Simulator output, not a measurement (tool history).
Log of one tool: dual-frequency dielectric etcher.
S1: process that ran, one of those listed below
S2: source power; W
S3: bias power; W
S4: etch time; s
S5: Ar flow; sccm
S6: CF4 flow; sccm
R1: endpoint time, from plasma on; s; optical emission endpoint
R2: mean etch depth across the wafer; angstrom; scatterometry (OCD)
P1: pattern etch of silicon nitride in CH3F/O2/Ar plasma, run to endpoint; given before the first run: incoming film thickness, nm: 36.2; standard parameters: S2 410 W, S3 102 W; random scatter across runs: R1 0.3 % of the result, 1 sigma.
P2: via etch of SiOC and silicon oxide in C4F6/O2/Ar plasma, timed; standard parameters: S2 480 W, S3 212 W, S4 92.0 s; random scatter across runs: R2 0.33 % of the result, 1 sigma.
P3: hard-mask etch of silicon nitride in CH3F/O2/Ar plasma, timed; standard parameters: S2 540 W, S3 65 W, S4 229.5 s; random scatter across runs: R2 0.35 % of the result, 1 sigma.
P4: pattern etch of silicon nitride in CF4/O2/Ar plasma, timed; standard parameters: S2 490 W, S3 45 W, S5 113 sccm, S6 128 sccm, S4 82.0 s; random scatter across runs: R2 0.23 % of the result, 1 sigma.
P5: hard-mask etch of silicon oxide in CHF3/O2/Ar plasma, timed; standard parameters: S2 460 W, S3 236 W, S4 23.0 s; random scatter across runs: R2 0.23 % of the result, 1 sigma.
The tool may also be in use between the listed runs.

Run 1, hour 3.4: S1 P1, S2 410 W, S3 102 W. Result: R1 46.423 s.
Run 2, hour 9.2: S1 P5, S2 460 W, S3 236 W, S4 23.0 s. Result: R2 450.18 angstrom.
Run 3, hour 14.0: S1 P1, S2 410 W, S3 81 W. Result: R1 50.466 s.
Run 4, hour 19.2: S1 P1, S2 410 W, S3 121 W. Result: R1 43.586 s.
Run 5, hour 22.7: S1 P2, S2 480 W, S3 212 W, S4 50.5 s. Result: R2 647.57 angstrom.
Run 6, hour 27.3: S1 P5, S2 460 W, S3 236 W, S4 23.0 s. Result: R2 449.04 angstrom.
Run 7, hour 31.2: S1 P4, S2 490 W, S3 45 W, S4 82.0 s, S5 113 sccm, S6 163 sccm. Result: R2 1555.70 angstrom.
Run 8, hour 34.9: S1 P2, S2 480 W, S3 212 W, S4 92.0 s. Result: R2 1178.60 angstrom.
Run 9, hour 38.4: S1 P3, S2 540 W, S3 65 W, S4 229.5 s. Result: R2 1696.30 angstrom.
Run 10, hour 44.0: S1 P4, S2 490 W, S3 45 W, S4 82.0 s, S5 113 sccm, S6 128 sccm. Result: R2 1517.20 angstrom.
Run 11, hour 49.3: S1 P5, S2 460 W, S3 285 W, S4 23.0 s. Result: R2 482.27 angstrom.
Run 12, hour 51.8: S1 P3, S2 750 W, S3 65 W, S4 229.5 s. Result: R2 1934.70 angstrom.
Run 13, hour 54.9: S1 P5, S2 350 W, S3 236 W, S4 23.0 s. Result: R2 406.08 angstrom.
Run 14, hour 57.9: S1 P1, S2 560 W, S3 84 W. Result: R1 44.214 s.
Run 15, hour 61.4: S1 P4, S2 490 W, S3 56 W, S4 82.0 s, S5 113 sccm, S6 128 sccm. Result: R2 1635.90 angstrom.
Run 16, hour 65.5: S1 P2, S2 480 W, S3 168 W, S4 92.0 s. Result: R2 1096.00 angstrom.
Run 17, hour 68.2: S1 P1, S2 480 W, S3 74 W. Result: R1 49.115 s.
Run 18, hour 73.6: S1 P1, S2 410 W, S3 102 W. Result: R1 46.200 s.
Run 19, hour 79.0: S1 P3, S2 540 W, S3 65 W, S4 126.0 s. Result: R2 929.14 angstrom.
Run 20, hour 82.6: S1 P1, S2 410 W, S3 102 W. Result: R1 46.102 s.
Run 21, hour 87.6: S1 P4, S2 490 W, S3 45 W, S4 82.0 s, S5 140 sccm, S6 128 sccm. Result: R2 1474.00 angstrom.
Run 22, hour 92.6: S1 P5, S2 460 W, S3 236 W, S4 12.5 s. Result: R2 245.00 angstrom.
Run 23, hour 95.3: S1 P1, S2 520 W, S3 102 W. Result: R1 42.300 s.
Run 24, hour 98.8: S1 P4, S2 690 W, S3 45 W, S4 82.0 s, S5 113 sccm, S6 128 sccm. Result: R2 2045.10 angstrom.
Run 25, hour 101.7: S1 P3, S2 540 W, S3 49 W, S4 229.5 s. Result: R2 1563.40 angstrom.
Run 26, hour 107.0: S1 P1, S2 410 W, S3 102 W. Result: R1 46.332 s.
Run 27, hour 110.9: S1 P2, S2 620 W, S3 212 W, S4 92.0 s. Result: R2 1308.10 angstrom.
Run 28, hour 114.3: S1 P4, S2 490 W, S3 45 W, S4 119.5 s, S5 113 sccm, S6 128 sccm. Result: R2 2206.00 angstrom.
Run 29, hour 116.8: S1 P1, S2 300 W, S3 102 W. Result: R1 52.059 s.
Run 30, hour 120.1: S1 P1, S2 410 W, S3 102 W. Result: R1 46.468 s.
Run 31, hour 125.1: S1 P1, S2 410 W, S3 102 W. Result: R1 46.669 s.
Run 32, hour 128.9: S1 P1, S2 410 W, S3 102 W. Result: R1 46.819 s.
Run 33, hour 133.3: S1 P1, S2 410 W, S3 102 W. Result: R1 47.288 s.
Run 34, hour 138.1: S1 P1, S2 410 W, S3 102 W. Result: R1 47.228 s.
At hour 139.6: wet clean of the chamber.
Run 35, hour 140.6: S1 P1, S2 410 W, S3 102 W. Result: R1 46.769 s.
Run 36, hour 145.6: S1 P1, S2 410 W, S3 102 W. Result: R1 46.945 s.
Run 37, hour 149.4: S1 P1, S2 410 W, S3 102 W. Result: R1 46.932 s.
Run 38, hour 153.0: S1 P1, S2 410 W, S3 102 W. Result: R1 47.107 s.
Run 39, hour 157.0: S1 P1, S2 410 W, S3 102 W. Result: R1 47.235 s.
Run 40, hour 162.6: S1 P1, S2 410 W, S3 102 W. Result: R1 47.024 s.

P1 no longer gives what it gave before; its output has crept away from where it was. The following 2 causes, each at its listed size, fit the log equally well:
A: source power that arrives under what is set, % = 4.49
B: bias power that arrives under what is set, % = 4.56
Onset of the creep was near hour 120.1.
All other causes, with the reason each is excluded:
chamber walls in a state that lowers the etch rate, %: serviced at hour 139.6, which brought nothing back

Each of the 4 check runs below uses one wafer; its results are left as question marks. Which run tells the causes apart?
Run check 1, hour 168.2: S1 P3, S2 540 W, S3 65 W, S4 229.5 s. Result: R2 ?.
Run check 2, hour 168.2: S1 P5, S2 460 W, S3 236 W, S4 23.0 s. Result: R2 ?.
Run check 3, hour 168.2: S1 P2, S2 480 W, S3 212 W, S4 92.0 s. Result: R2 ?.
Run check 4, hour 168.2: S1 P4, S2 490 W, S3 45 W, S4 82.0 s, S5 113 sccm, S6 128 sccm. Result: R2 ?.

What each check would give under each cause:
  check  result     if A     if B
check 1      R2  1666.50  1670.70
check 2      R2   441.72   441.94
check 3      R2  1159.50  1162.30
check 4      R2  1453.90  1488.50
How far apart the two closest causes lie, in the result that separates them most: check 1 0.25 %; check 2 0.05 %; check 3 0.24 %; check 4 2.35 %
Only in check 4 would the causes give clearly different results; in the remaining checks their results would be nearly the same.

After running check 4, the following was obtained: R2 1482.90 angstrom. Which cause does this point to?

B is the cause: bias power that arrives under what is set, %.
